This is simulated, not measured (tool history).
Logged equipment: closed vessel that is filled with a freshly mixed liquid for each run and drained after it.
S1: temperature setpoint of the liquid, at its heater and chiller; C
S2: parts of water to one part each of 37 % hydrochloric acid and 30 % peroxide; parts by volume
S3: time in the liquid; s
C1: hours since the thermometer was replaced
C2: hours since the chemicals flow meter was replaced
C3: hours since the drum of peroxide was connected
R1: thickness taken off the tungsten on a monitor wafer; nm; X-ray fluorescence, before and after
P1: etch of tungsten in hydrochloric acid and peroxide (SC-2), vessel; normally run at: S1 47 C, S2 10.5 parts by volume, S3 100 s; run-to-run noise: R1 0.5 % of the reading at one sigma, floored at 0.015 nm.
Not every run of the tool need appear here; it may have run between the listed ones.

run,hour,S1,S2,S3,C1,C2,C3,R1
1,7.5,47,10.5,100,1657.1,410.4,440.1,21.203
2,20.1,47,10.5,100,1669.7,423,452.7,21.152
3,36.5,47,10.5,100,1686.1,439.4,469.1,21.406
4,48.3,58.5,10.5,100,1697.9,451.2,480.9,44.888
5,63.8,47,4,100,1713.4,466.7,496.4,44.11
6,72.7,35,10.5,45,1722.3,475.6,505.3,4.0596
7,86.3,47,16.5,100,1735.9,489.2,518.9,14.316
8,97.2,47,10.5,100,1746.8,500.1,529.8,21.218
9,112.1,47,10.5,100,1761.7,515,544.7,21.227
10,126.6,35,10.5,100,1776.2,529.5,559.2,9.0571
11,139.9,47,10.5,100,1789.5,542.8,572.5,21.023
12,152.3,47,10.5,30,1801.9,555.2,584.9,6.326
13,168.1,47,10.5,200,1817.7,571,600.7,42.053
14,179.6,47,15,30,1829.2,582.5,612.2,4.6507
15,193.6,47,10.5,100,1843.2,596.5,626.2,21.223
16,205.8,47,10.5,100,1855.4,608.7,638.4,21.638
17,213.5,47,10.5,100,1863.1,616.4,646.1,22.075
18,226.9,47,10.5,100,1876.5,629.8,659.5,22.312
19,240.7,47,10.5,100,1890.3,643.6,673.3,22.707
20,255.4,47,10.5,100,1905,658.3,688,22.945
21,266.7,47,10.5,100,1916.3,669.6,699.3,22.761
22,283.6,47,10.5,100,1933.2,686.5,716.2,23.069
23,295.1,47,10.5,100,1944.7,698,727.7,23.111
24,304.4,47,10.5,100,1954,707.3,737,23.077

The next listed run, before its measurement:
25,317.1,47,10.5,100,1966.7,720,749.7,?

{"run 25": {"R1": 23.052}}

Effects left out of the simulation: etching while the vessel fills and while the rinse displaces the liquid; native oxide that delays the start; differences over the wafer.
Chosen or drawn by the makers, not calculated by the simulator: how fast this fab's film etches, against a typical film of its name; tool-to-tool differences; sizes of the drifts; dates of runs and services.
